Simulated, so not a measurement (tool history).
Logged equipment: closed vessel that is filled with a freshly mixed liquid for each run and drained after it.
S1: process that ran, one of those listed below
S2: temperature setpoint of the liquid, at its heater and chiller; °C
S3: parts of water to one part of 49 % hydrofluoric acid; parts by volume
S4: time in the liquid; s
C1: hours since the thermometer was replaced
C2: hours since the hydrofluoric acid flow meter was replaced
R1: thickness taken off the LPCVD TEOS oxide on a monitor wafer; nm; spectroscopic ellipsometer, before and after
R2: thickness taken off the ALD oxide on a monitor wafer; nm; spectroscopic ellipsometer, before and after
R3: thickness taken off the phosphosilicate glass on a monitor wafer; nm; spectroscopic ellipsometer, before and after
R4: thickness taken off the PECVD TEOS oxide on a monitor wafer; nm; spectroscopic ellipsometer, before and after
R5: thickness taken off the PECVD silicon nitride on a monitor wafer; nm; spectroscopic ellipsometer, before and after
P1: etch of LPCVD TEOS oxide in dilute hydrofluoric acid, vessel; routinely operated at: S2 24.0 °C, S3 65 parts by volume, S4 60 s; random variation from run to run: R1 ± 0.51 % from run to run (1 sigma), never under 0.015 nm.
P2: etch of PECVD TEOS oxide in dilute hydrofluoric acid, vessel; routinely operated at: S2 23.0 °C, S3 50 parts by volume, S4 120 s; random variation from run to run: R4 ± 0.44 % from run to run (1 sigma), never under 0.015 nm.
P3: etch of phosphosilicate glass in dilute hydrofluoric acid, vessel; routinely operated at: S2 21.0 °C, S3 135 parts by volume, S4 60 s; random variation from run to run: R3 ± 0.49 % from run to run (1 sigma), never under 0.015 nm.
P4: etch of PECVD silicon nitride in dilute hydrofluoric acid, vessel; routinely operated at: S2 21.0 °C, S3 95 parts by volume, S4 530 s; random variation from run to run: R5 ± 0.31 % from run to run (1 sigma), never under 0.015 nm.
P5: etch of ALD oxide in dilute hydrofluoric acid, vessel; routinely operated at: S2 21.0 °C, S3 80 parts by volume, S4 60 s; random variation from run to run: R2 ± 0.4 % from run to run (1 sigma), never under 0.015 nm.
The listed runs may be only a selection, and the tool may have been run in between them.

| run | hour | S1 | S2 | S3 | S4 | C1 | C2 | R1 | R2 | R3 | R4 | R5 |
|---|---|---|---|---|---|---|---|---|---|---|---|---|
| 1 | 14.1 | P1 | 24.0 | 65 | 60 | 644.8 | 634.0 | 28.494 |  |  |  |  |
| 2 | 28.9 | P1 | 24.0 | 65 | 60 | 659.6 | 648.8 | 28.300 |  |  |  |  |
| 3 | 41.5 | P5 | 21.0 | 45 | 60 | 672.2 | 661.4 |  | 14.8250 |  |  |  |
| 4 | 49.3 | P3 | 21.0 | 135 | 35 | 680.0 | 669.2 |  |  | 20.623 |  |  |
| 5 | 61.7 | P5 | 21.0 | 80 | 60 | 692.4 | 681.6 |  | 7.9666 |  |  |  |
| 6 | 72.1 | P3 | 21.0 | 135 | 60 | 702.8 | 692.0 |  |  | 35.527 |  |  |
| 7 | 82.5 | P2 | 23.0 | 80 | 120 | 713.2 | 702.4 |  |  |  | 14.648 |  |
| 8 | 90.5 | P4 | 21.0 | 160 | 530 | 721.2 | 710.4 |  |  |  |  | 6.4049 |
| 9 | 103.8 | P4 | 21.0 | 95 | 530 | 734.5 | 723.7 |  |  |  |  | 10.7000 |
| 10 | 119.4 | P1 | 24.0 | 65 | 60 | 750.1 | 739.3 | 28.225 |  |  |  |  |
| 11 | 127.6 | P5 | 28.0 | 80 | 60 | 758.3 | 747.5 |  | 10.5620 |  |  |  |
| 12 | 136.4 | P1 | 24.0 | 65 | 60 | 767.1 | 756.3 | 28.336 |  |  |  |  |
| 13 | 148.4 | P5 | 21.0 | 80 | 90 | 779.1 | 768.3 |  | 11.9490 |  |  |  |
| 14 | 162.4 | P1 | 24.0 | 65 | 60 | 793.1 | 782.3 | 28.653 |  |  |  |  |
| 15 | 176.6 | P4 | 21.0 | 95 | 530 | 807.3 | 796.5 |  |  |  |  | 10.6010 |
| 16 | 185.7 | P3 | 21.0 | 20 | 60 | 816.4 | 805.6 |  |  | 275.330 |  |  |
| 17 | 201.4 | P1 | 24.0 | 65 | 105 | 832.1 | 821.3 | 49.243 |  |  |  |  |
| 18 | 211.8 | P2 | 23.0 | 50 | 120 | 842.5 | 831.7 |  |  |  | 24.299 |  |
| 19 | 225.3 | P1 | 17.0 | 65 | 60 | 856.0 | 845.2 | 21.259 |  |  |  |  |
| 20 | 240.8 | P1 | 20.0 | 65 | 100 | 871.5 | 860.7 | 40.031 |  |  |  |  |
| 21 | 254.3 | P1 | 30.0 | 65 | 100 | 885.0 | 874.2 | 59.731 |  |  |  |  |
| 22 | 268.8 | P1 | 24.0 | 100 | 60 | 899.5 | 888.7 | 17.725 |  |  |  |  |
| 23 | 281.7 | P1 | 24.0 | 30 | 60 | 912.4 | 901.6 | 64.313 |  |  |  |  |
| 24 | 294.4 | P4 | 21.0 | 95 | 980 | 925.1 | 914.3 |  |  |  |  | 19.7540 |
| 25 | 308.8 | P2 | 23.0 | 50 | 55 | 939.5 | 928.7 |  |  |  | 11.144 |  |
| 26 | 317.9 | P1 | 24.0 | 65 | 60 | 948.6 | 937.8 | 28.115 |  |  |  |  |
| 27 | 326.3 | P1 | 24.0 | 65 | 30 | 957.0 | 946.2 | 14.156 |  |  |  |  |
| 28 | 341.1 | P1 | 24.0 | 65 | 60 | 971.8 | 961.0 | 28.245 |  |  |  |  |
| 29 | 355.2 | P1 | 31.0 | 65 | 60 | 985.9 | 975.1 | 37.095 |  |  |  |  |
| 30 | 366.1 | P3 | 25.5 | 135 | 60 | 996.8 | 986.0 |  |  | 42.069 |  |  |
| 31 | 375.6 | P4 | 25.5 | 95 | 530 | 1006.3 | 995.5 |  |  |  |  | 14.4230 |
| 32 | 388.7 | P2 | 30.5 | 50 | 120 | 1019.4 | 1008.6 |  |  |  | 33.090 |  |
| 33 | 400.5 | P1 | 24.0 | 65 | 60 | 1031.2 | 1020.4 | 28.195 |  |  |  |  |
| 34 | 412.0 | P1 | 24.0 | 65 | 60 | 1042.7 | 1031.9 | 29.171 |  |  |  |  |
| 35 | 418.8 | P1 | 24.0 | 65 | 60 | 1049.5 | 1038.7 | 29.305 |  |  |  |  |
| 36 | 430.2 | P1 | 24.0 | 65 | 60 | 1060.9 | 1050.1 | 29.709 |  |  |  |  |
| 37 | 442.0 | P1 | 24.0 | 65 | 60 | 1072.7 | 1061.9 | 29.820 |  |  |  |  |
| 38 | 450.6 | P1 | 24.0 | 65 | 60 | 1081.3 | 1070.5 | 30.097 |  |  |  |  |
| 39 | 458.1 | P1 | 24.0 | 65 | 60 | 1088.8 | 1078.0 | 29.845 |  |  |  |  |
| 40 | 471.7 | P1 | 24.0 | 65 | 60 | 1102.4 | 1091.6 | 30.114 |  |  |  |  |
| 41 | 480.2 | P1 | 24.0 | 65 | 60 | 1110.9 | 1100.1 | 30.283 |  |  |  |  |
| 42 | 491.6 | P1 | 24.0 | 65 | 60 | 1122.3 | 1111.5 | 30.127 |  |  |  |  |

Compared with where it was, what P1 gives has crept away. Each cause listed below fits the log as well as the rest, at the size given for it:
A: hydrofluoric acid flow above the setpoint (%) = 6.22
B: liquid hotter than its thermometer reads (K) = 1.62
The drift started at roughly hour 400.5.

Question marks stand in for the results of the 4 check runs listed below, each run on one wafer. Under which run would the listed causes show clearly different results?
| check 1 | 503.0 | P3 | 21.0 | 135 | 60 |  |  |  |  | ? |  |  |
| check 2 | 503.0 | P5 | 21.0 | 80 | 60 |  |  |  | ? |  |  |  |
| check 3 | 503.0 | P4 | 21.0 | 95 | 530 |  |  |  |  |  |  | ? |
| check 4 | 503.0 | P2 | 23.0 | 50 | 120 |  |  |  |  |  | ? |  |

What every check run would give for each of its results, assuming each possible cause in turn:
| check | result | if A | if B |
|---|---|---|---|
| check 1 | R3 | 38.137 | 37.944 |
| check 2 | R2 | 8.4954 | 8.5002 |
| check 3 | R5 | 11.3300 | 11.9090 |
| check 4 | R4 | 26.017 | 26.084 |
Gap, in per cent, between the two causes that each check separates least, read from the result that separates them most: check 1 0.51 %; check 2 0.06 %; check 3 4.99 %; check 4 0.26 %
The causes can be told apart only by check 3. The other checks would give nearly the same results under each of them.

Check 3 was then run and gave: R5 11.3710 nm. Which cause is it?

A is the cause: hydrofluoric acid flow above the setpoint (%).

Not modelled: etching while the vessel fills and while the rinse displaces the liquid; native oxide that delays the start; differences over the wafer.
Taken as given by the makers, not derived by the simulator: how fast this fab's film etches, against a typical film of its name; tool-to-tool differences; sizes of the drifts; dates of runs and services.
